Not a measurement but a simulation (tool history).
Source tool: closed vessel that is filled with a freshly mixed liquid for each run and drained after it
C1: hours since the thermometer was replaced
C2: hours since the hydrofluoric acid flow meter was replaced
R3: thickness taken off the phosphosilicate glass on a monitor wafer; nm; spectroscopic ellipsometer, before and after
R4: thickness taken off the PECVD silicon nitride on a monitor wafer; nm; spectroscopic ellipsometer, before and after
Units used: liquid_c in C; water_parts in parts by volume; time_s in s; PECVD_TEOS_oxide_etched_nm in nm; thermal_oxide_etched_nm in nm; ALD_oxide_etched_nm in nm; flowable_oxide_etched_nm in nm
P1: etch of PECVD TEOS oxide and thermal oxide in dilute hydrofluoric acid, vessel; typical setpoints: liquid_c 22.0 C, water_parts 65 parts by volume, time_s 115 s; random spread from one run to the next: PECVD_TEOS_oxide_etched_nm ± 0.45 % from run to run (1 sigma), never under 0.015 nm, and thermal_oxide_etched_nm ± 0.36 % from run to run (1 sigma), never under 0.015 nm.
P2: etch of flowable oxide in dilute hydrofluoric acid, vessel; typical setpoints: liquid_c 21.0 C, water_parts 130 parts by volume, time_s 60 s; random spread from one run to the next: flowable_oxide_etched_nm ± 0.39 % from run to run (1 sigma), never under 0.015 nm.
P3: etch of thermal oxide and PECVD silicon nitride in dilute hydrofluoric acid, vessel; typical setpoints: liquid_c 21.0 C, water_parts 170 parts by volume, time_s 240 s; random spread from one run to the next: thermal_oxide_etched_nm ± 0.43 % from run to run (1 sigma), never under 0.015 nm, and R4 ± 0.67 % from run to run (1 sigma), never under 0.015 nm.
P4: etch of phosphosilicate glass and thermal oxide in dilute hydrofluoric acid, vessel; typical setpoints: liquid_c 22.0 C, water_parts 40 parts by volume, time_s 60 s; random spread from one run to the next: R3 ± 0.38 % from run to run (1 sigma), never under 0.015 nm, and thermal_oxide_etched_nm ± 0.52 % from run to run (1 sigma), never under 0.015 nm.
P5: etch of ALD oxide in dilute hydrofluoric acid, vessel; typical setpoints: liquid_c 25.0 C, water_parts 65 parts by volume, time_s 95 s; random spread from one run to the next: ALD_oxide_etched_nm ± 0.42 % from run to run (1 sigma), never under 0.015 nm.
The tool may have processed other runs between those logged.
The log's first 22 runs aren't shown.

run 23 hour=282.9 | process=P1 liquid_c=22.0 water_parts=20 time_s=115 | C1=423.6 C2=631.5 | PECVD_TEOS_oxide_etched_nm=103.050 thermal_oxide_etched_nm=27.9470
run 24 hour=296.9 | process=P5 liquid_c=25.0 water_parts=110 time_s=95 | C1=437.6 C2=645.5 | ALD_oxide_etched_nm=28.493
run 25 hour=313.6 | process=P2 liquid_c=28.0 water_parts=130 time_s=60 | C1=454.3 C2=662.2 | flowable_oxide_etched_nm=35.628
run 26 hour=327.9 | process=P5 liquid_c=25.0 water_parts=65 time_s=30 | C1=468.6 C2=676.5 | ALD_oxide_etched_nm=16.261
run 27 hour=339.8 | process=P1 liquid_c=22.0 water_parts=65 time_s=115 | C1=480.5 C2=688.4 | PECVD_TEOS_oxide_etched_nm=29.751 thermal_oxide_etched_nm=8.1692
run 28 hour=350.0 | process=P1 liquid_c=22.0 water_parts=90 time_s=115 | C1=490.7 C2=698.6 | PECVD_TEOS_oxide_etched_nm=20.926 thermal_oxide_etched_nm=5.6913
run 29 hour=364.4 | process=P2 liquid_c=21.0 water_parts=60 time_s=60 | C1=505.1 C2=713.0 | flowable_oxide_etched_nm=63.557
run 30 hour=373.9 | process=P1 liquid_c=17.0 water_parts=90 time_s=115 | C1=514.6 C2=722.5 | PECVD_TEOS_oxide_etched_nm=17.023 thermal_oxide_etched_nm=4.6574
run 31 hour=390.4 | process=P1 liquid_c=22.0 water_parts=65 time_s=115 | C1=531.1 C2=739.0 | PECVD_TEOS_oxide_etched_nm=29.912 thermal_oxide_etched_nm=8.1093
run 32 hour=398.5 | process=P1 liquid_c=22.0 water_parts=65 time_s=180 | C1=539.2 C2=747.1 | PECVD_TEOS_oxide_etched_nm=46.916 thermal_oxide_etched_nm=12.7960
run 33 hour=406.5 | process=P1 liquid_c=22.0 water_parts=65 time_s=115 | C1=547.2 C2=755.1 | PECVD_TEOS_oxide_etched_nm=29.735 thermal_oxide_etched_nm=8.1132
run 34 hour=420.6 | process=P1 liquid_c=22.0 water_parts=65 time_s=115 | C1=561.3 C2=769.2 | PECVD_TEOS_oxide_etched_nm=30.606 thermal_oxide_etched_nm=8.4496
run 35 hour=435.0 | process=P1 liquid_c=22.0 water_parts=65 time_s=115 | C1=575.7 C2=783.6 | PECVD_TEOS_oxide_etched_nm=31.241 thermal_oxide_etched_nm=8.5196
run 36 hour=447.1 | process=P1 liquid_c=22.0 water_parts=65 time_s=115 | C1=587.8 C2=795.7 | PECVD_TEOS_oxide_etched_nm=31.303 thermal_oxide_etched_nm=8.6087
run 37 hour=463.3 | process=P1 liquid_c=22.0 water_parts=65 time_s=115 | C1=604.0 C2=811.9 | PECVD_TEOS_oxide_etched_nm=31.433 thermal_oxide_etched_nm=8.6800

What does the tool deliver on the next run?
run 38 hour=472.4 | process=P1 liquid_c=22.0 water_parts=65 time_s=115 | C1=613.1 C2=821.0 | PECVD_TEOS_oxide_etched_nm=? thermal_oxide_etched_nm=?

PECVD_TEOS_oxide_etched_nm: 31.703 nm
thermal_oxide_etched_nm: 8.6351 nm

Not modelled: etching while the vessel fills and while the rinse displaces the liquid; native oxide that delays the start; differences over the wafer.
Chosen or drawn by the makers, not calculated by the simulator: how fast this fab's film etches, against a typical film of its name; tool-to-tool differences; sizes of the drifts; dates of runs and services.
